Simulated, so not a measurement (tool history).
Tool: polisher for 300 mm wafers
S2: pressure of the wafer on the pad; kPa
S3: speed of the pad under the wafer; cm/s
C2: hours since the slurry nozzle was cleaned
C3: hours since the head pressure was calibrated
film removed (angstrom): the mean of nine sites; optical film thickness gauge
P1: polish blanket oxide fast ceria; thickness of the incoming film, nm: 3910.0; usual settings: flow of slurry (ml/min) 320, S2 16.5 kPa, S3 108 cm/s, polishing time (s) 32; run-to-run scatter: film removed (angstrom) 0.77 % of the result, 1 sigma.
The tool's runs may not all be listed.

run 1 day=0.35 | flow_of_slurry_(ml/min)=320 S2=16.5 S3=108 polishing_time_(s)=32 | wafers_polished_on_this_pad=286 C2=126.3 C3=698.1 | film_removed_(angstrom)=4032.5
-- day=0.629 slurry nozzle cleaned
run 2 day=0.767 | flow_of_slurry_(ml/min)=320 S2=16.5 S3=108 polishing_time_(s)=46 | wafers_polished_on_this_pad=413 C2=3.3 C3=708.1 | film_removed_(angstrom)=5686.6
run 3 day=1.15 | flow_of_slurry_(ml/min)=320 S2=16.5 S3=108 polishing_time_(s)=32 | wafers_polished_on_this_pad=530 C2=12.5 C3=717.3 | film_removed_(angstrom)=3991.9
run 4 day=1.642 | flow_of_slurry_(ml/min)=320 S2=25.5 S3=108 polishing_time_(s)=32 | wafers_polished_on_this_pad=679 C2=24.3 C3=729.1 | film_removed_(angstrom)=6193.6
run 5 day=2.092 | flow_of_slurry_(ml/min)=320 S2=9.7 S3=108 polishing_time_(s)=32 | wafers_polished_on_this_pad=817 C2=35.1 C3=739.9 | film_removed_(angstrom)=2344.5
run 6 day=2.379 | flow_of_slurry_(ml/min)=190 S2=16.5 S3=108 polishing_time_(s)=32 | wafers_polished_on_this_pad=904 C2=42 C3=746.8 | film_removed_(angstrom)=3791
run 7 day=2.783 | flow_of_slurry_(ml/min)=320 S2=16.5 S3=108 polishing_time_(s)=14 | wafers_polished_on_this_pad=1027 C2=51.7 C3=756.5 | film_removed_(angstrom)=1744.7
run 8 day=3.079 | flow_of_slurry_(ml/min)=320 S2=16.5 S3=108 polishing_time_(s)=32 | wafers_polished_on_this_pad=1118 C2=58.8 C3=763.6 | film_removed_(angstrom)=4024.4
run 9 day=3.338 | flow_of_slurry_(ml/min)=405 S2=16.5 S3=108 polishing_time_(s)=15 | wafers_polished_on_this_pad=1196 C2=65 C3=769.8 | film_removed_(angstrom)=1913.5
run 10 day=3.646 | flow_of_slurry_(ml/min)=320 S2=16.5 S3=80 polishing_time_(s)=24 | wafers_polished_on_this_pad=1290 C2=72.4 C3=777.2 | film_removed_(angstrom)=2214.3
run 11 day=3.95 | flow_of_slurry_(ml/min)=485 S2=16.5 S3=108 polishing_time_(s)=17 | wafers_polished_on_this_pad=1383 C2=79.7 C3=784.5 | film_removed_(angstrom)=2191.6
run 12 day=4.25 | flow_of_slurry_(ml/min)=470 S2=16.5 S3=108 polishing_time_(s)=32 | wafers_polished_on_this_pad=1475 C2=86.9 C3=791.7 | film_removed_(angstrom)=4112.4
run 13 day=4.612 | flow_of_slurry_(ml/min)=320 S2=16.5 S3=108 polishing_time_(s)=32 | wafers_polished_on_this_pad=1585 C2=95.6 C3=800.4 | film_removed_(angstrom)=4040.1
run 14 day=5.071 | flow_of_slurry_(ml/min)=320 S2=16.5 S3=108 polishing_time_(s)=32 | wafers_polished_on_this_pad=1725 C2=106.6 C3=811.4 | film_removed_(angstrom)=4026.8
-- day=5.354 head pressure recalibrated
run 15 day=5.388 | flow_of_slurry_(ml/min)=320 S2=16.5 S3=136 polishing_time_(s)=32 | wafers_polished_on_this_pad=1821 C2=114.2 C3=0.8 | film_removed_(angstrom)=5059.8
run 16 day=5.646 | flow_of_slurry_(ml/min)=320 S2=16.5 S3=62 polishing_time_(s)=32 | wafers_polished_on_this_pad=1900 C2=120.4 C3=7 | film_removed_(angstrom)=2296.5
run 17 day=6.083 | flow_of_slurry_(ml/min)=320 S2=16.5 S3=108 polishing_time_(s)=32 | wafers_polished_on_this_pad=2033 C2=130.9 C3=17.5 | film_removed_(angstrom)=3949.9
run 18 day=6.504 | flow_of_slurry_(ml/min)=320 S2=16.5 S3=108 polishing_time_(s)=32 | wafers_polished_on_this_pad=2162 C2=141 C3=27.6 | film_removed_(angstrom)=3931.4
run 19 day=6.783 | flow_of_slurry_(ml/min)=320 S2=16.5 S3=108 polishing_time_(s)=32 | wafers_polished_on_this_pad=2247 C2=147.7 C3=34.3 | film_removed_(angstrom)=3832.9
run 20 day=7.192 | flow_of_slurry_(ml/min)=320 S2=16.5 S3=108 polishing_time_(s)=32 | wafers_polished_on_this_pad=2371 C2=157.5 C3=44.1 | film_removed_(angstrom)=3765.9
-- day=7.371 worn pad replaced by a new one
run 21 day=7.646 | flow_of_slurry_(ml/min)=320 S2=16.5 S3=108 polishing_time_(s)=32 | wafers_polished_on_this_pad=84 C2=168.4 C3=55 | film_removed_(angstrom)=3854.8
run 22 day=7.862 | flow_of_slurry_(ml/min)=320 S2=16.5 S3=108 polishing_time_(s)=32 | wafers_polished_on_this_pad=150 C2=173.6 C3=60.2 | film_removed_(angstrom)=3783.9
run 23 day=8.183 | flow_of_slurry_(ml/min)=320 S2=16.5 S3=108 polishing_time_(s)=32 | wafers_polished_on_this_pad=248 C2=181.3 C3=67.9 | film_removed_(angstrom)=3780.7

What P1 gives has crept away from where it was. These 2 causes fit the log equally well, each at the size given:
A: slurry flow missing at the pad, % = 39.4
B: head's pressure below its setpoint, % = 5.3
The creep began at about day 6.083.
Why every other cause is out:
removal rate lost through wear of the pad, %: serviced at day 7.371, which brought nothing back

4 check runs are offered, each on 3 wafers whose results are averaged, their results left as question marks. Which one tells the causes apart?
run check 1 day=8.504 | flow_of_slurry_(ml/min)=320 S2=16.5 S3=80 polishing_time_(s)=32 | film_removed_(angstrom)=?
run check 2 day=8.504 | flow_of_slurry_(ml/min)=320 S2=12.4 S3=66 polishing_time_(s)=32 | film_removed_(angstrom)=?
run check 3 day=8.504 | flow_of_slurry_(ml/min)=190 S2=24.1 S3=108 polishing_time_(s)=32 | film_removed_(angstrom)=?
run check 4 day=8.504 | flow_of_slurry_(ml/min)=320 S2=22.8 S3=108 polishing_time_(s)=15 | film_removed_(angstrom)=?

What each check would give under each cause:
check=check_1 result=film_removed_(angstrom) if_A=2813.9 if_B=2813.8
check=check_2 result=film_removed_(angstrom) if_A=1741.1 if_B=1741.1
check=check_3 result=film_removed_(angstrom) if_A=5055.9 if_B=5231.6
check=check_4 result=film_removed_(angstrom) if_A=2448.4 if_B=2448.4
How far apart the two closest causes lie, in the result that separates them most: check 1 0 %; check 2 0 %; check 3 3.42 %; check 4 0 %
Check 3 tells the causes apart: in the others they would give nearly the same result.

Check 3 was then run and gave: film removed (angstrom) 5211.2. Which cause is it?

It is B: head's pressure below its setpoint, %.
